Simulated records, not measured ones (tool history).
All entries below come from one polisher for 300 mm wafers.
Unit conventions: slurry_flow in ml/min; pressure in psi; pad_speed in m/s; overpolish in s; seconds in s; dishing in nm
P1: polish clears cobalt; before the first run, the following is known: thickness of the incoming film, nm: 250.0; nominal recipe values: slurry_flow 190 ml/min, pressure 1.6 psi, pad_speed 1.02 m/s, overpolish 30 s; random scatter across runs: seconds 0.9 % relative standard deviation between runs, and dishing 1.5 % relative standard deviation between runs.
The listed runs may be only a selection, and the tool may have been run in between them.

run,day,slurry_flow,pressure,pad_speed,overpolish,wafers polished on this pad,hours since the slurry nozzle was cleaned,hours since the head pressure was calibrated,seconds,dishing
1,0.367,190,1.6,1.02,30,345,245.1,1052.4,53.547,40.448
2,0.688,190,1.6,1.58,30,434,252.8,1060.1,34.554,42.177
3,0.896,190,1.6,1.02,30,492,257.8,1065.1,52.894,40.592
4,1.108,190,0.8,1.02,30,551,262.9,1070.2,107.19,34.481
5,1.371,190,2.6,1.02,30,624,269.2,1076.5,32.662,42.268
# day 1.596: slurry nozzle cleaned
6,1.671,190,0.7,1.02,52,707,1.9,1083.7,119.34,39.355
7,1.896,190,1.6,1.02,30,770,7.3,1089.1,52.67,40.776
8,2.217,190,1.6,1.02,45,859,15,1096.8,53.124,41.928
9,2.508,190,1.6,1.02,9,940,22,1103.8,52.832,26.567
10,2.7,275,1.6,1.02,30,993,26.6,1108.4,50.735,41.133
11,3.088,190,1.6,0.52,30,1101,35.9,1117.7,104.16,35.209
12,3.462,190,1.6,1.02,30,1205,44.9,1126.7,53.329,41.371
13,3.821,115,1.6,1.02,30,1304,53.5,1135.3,57.192,41.106
14,4.017,190,1.6,1.02,30,1359,58.2,1140,53.303,40.773
15,4.246,190,1.6,1.48,9,1422,63.7,1145.5,36.533,32.502
16,4.488,190,1.6,1.02,30,1489,69.5,1151.3,53.376,41.142
17,4.892,190,1.6,1.02,30,1602,79.2,1161,55.055,40.889
18,5.2,190,1.6,1.02,30,1687,86.6,1168.4,55.79,40.955
19,5.417,190,1.6,1.02,30,1747,91.8,1173.6,55.751,41.628
20,5.783,190,1.6,1.02,30,1849,100.6,1182.4,56.735,40.157
21,5.979,190,1.6,1.02,30,1904,105.3,1187.1,55.84,40.066
22,6.371,190,1.6,1.02,30,2012,114.7,1196.5,56.296,40.54
# day 6.479: head pressure recalibrated
23,6.788,190,1.6,1.02,30,2128,124.7,7.4,57.232,41.174

Estimate the outcome of run 24 from the log above:
24,7.171,190,1.6,1.02,30,2234,133.9,16.6,?,?

seconds: 57.519 s
dishing: 40.646 nm

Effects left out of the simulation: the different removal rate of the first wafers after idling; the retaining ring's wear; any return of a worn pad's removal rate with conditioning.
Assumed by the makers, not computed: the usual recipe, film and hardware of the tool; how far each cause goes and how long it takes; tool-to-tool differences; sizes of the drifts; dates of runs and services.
